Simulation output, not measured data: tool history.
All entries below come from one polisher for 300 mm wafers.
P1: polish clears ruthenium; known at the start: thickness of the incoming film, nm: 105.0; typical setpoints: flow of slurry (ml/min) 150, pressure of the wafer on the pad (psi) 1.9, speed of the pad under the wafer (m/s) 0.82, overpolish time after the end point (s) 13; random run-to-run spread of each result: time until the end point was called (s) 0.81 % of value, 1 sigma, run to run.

run	hour	flow of slurry (ml/min)	pressure of the wafer on the pad (psi)	speed of the pad under the wafer (m/s)	overpolish time after the end point (s)	wafers polished on this pad	hours since the slurry nozzle was cleaned	hours since the head pressure was calibrated	time until the end point was called (s)
1	7.2	150	1.9	0.82	13	744	355.9	434	99.889
2	13.1	200	1.9	0.82	13	782	361.8	439.9	95.734
3	17	150	1.9	0.82	13	807	365.7	443.8	99.556
4	22.1	150	1.9	0.82	13	840	370.8	448.9	100.39
5	25.8	205	1.9	0.82	20	864	374.5	452.6	95.642
6	31	150	1.9	0.82	13	897	379.7	457.8	100.81
7	37.2	150	1.9	0.44	13	937	385.9	464	187.85
# hour 41.8: slurry nozzle cleaned
8	43.4	150	2.4	0.82	18	977	1.6	470.2	79.106
9	49	150	1.9	0.82	26	1013	7.2	475.8	100.5
10	55.9	150	1.1	0.82	13	1058	14.1	482.7	173.84
11	60.1	150	1.9	1.24	13	1085	18.3	486.9	66.132
12	66.7	90	1.9	0.82	13	1127	24.9	493.5	110.65
13	71.4	150	1.9	0.82	4	1158	29.6	498.2	100.55
14	76.8	150	2.6	0.82	13	1193	35	503.6	73.344
15	80.4	150	1.9	0.82	13	1216	38.6	507.2	100.14
16	87.2	150	1.9	0.82	13	1260	45.4	514	104.06
17	91.6	150	1.9	0.82	13	1288	49.8	518.4	106.25
# hour 92.8: head pressure recalibrated
18	98.2	150	1.9	0.82	13	1331	56.4	5.5	105.2

Expected results for the next run?
19	103.9	150	1.9	0.82	13	1367	62.1	11.2	?

time until the end point was called (s): 107.13
